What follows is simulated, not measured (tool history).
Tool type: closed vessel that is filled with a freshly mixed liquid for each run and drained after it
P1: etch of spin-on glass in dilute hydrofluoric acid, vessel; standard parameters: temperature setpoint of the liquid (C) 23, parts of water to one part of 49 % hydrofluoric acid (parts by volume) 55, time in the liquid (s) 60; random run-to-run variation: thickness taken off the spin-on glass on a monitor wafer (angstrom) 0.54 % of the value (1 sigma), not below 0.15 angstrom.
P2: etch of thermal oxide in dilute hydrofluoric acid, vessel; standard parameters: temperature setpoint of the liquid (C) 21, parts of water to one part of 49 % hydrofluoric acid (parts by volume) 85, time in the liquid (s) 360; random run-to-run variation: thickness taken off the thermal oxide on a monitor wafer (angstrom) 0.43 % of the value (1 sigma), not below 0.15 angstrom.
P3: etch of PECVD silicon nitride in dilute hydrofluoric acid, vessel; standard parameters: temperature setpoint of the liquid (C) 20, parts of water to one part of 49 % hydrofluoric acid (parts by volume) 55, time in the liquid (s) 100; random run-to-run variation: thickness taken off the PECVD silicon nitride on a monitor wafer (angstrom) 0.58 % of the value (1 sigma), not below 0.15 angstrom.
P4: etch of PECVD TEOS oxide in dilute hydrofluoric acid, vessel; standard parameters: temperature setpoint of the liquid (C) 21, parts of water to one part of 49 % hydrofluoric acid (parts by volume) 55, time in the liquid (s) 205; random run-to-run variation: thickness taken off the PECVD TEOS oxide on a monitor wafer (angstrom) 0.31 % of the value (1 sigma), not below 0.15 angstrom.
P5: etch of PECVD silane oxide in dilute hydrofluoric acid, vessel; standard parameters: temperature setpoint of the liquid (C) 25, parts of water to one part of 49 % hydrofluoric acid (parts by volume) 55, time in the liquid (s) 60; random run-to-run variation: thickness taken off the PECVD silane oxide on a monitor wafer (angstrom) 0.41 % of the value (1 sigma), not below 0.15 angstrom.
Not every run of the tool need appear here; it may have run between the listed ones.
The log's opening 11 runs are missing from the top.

run,hour,process that ran,temperature setpoint of the liquid (C),parts of water to one part of 49 % hydrofluoric acid (parts by volume),time in the liquid (s),hours since the thermometer was replaced,hours since the hydrofluoric acid flow meter was replaced,thickness taken off the spin-on glass on a monitor wafer (angstrom),thickness taken off the PECVD TEOS oxide on a monitor wafer (angstrom),thickness taken off the PECVD silane oxide on a monitor wafer (angstrom),thickness taken off the PECVD silicon nitride on a monitor wafer (angstrom),thickness taken off the thermal oxide on a monitor wafer (angstrom)
12,135.1,P1,27,55,60,1132.5,1388.5,405.38,,,,
13,145.4,P5,25,55,110,1142.8,1398.8,,,1005.2,,
14,158.8,P1,17,55,60,1156.2,1412.2,270.73,,,,
15,172.7,P2,21,85,360,1170.1,1426.1,,,,,183.65
16,180.2,P1,28,30,60,1177.6,1433.6,808.87,,,,
17,188.9,P3,17,55,100,1186.3,1442.3,,,,42.148,
18,204.5,P2,17,85,360,1201.9,1457.9,,,,,155.83
19,211.6,P1,23,55,60,1209,1465,347.76,,,,
20,225.4,P5,25,55,60,1222.8,1478.8,,,549.82,,
21,232.6,P4,29.5,55,205,1230,1486,,459.25,,,
22,241.5,P2,21,150,360,1238.9,1494.9,,,,,96.481
23,252.8,P4,21,55,205,1250.2,1506.2,,324.52,,,
24,268.1,P4,21,80,205,1265.5,1521.5,,217.12,,,
25,278.3,P5,25,55,60,1275.7,1531.7,,,546.89,,
26,291.2,P5,25,95,60,1288.6,1544.6,,,299.89,,
27,300.3,P3,20,55,100,1297.7,1553.7,,,,51.829,
28,314.8,P1,23,30,30,1312.2,1568.2,329.36,,,,
29,321.8,P1,23,95,60,1319.2,1575.2,191.83,,,,
30,335.5,P2,21,85,95,1332.9,1588.9,,,,,48.43
31,348.2,P1,17,55,30,1345.6,1601.6,134.15,,,,
32,360.6,P1,23,55,60,1358,1614,344.96,,,,
33,371,P1,23,55,60,1368.4,1624.4,349.68,,,,
34,385.9,P1,23,55,60,1383.3,1639.3,330.86,,,,

Run 35 has not been measured yet. What should we expect?
35,397.4,P1,23,55,60,1394.8,1650.8,?,,,,

thickness taken off the spin-on glass on a monitor wafer (angstrom): 324.85

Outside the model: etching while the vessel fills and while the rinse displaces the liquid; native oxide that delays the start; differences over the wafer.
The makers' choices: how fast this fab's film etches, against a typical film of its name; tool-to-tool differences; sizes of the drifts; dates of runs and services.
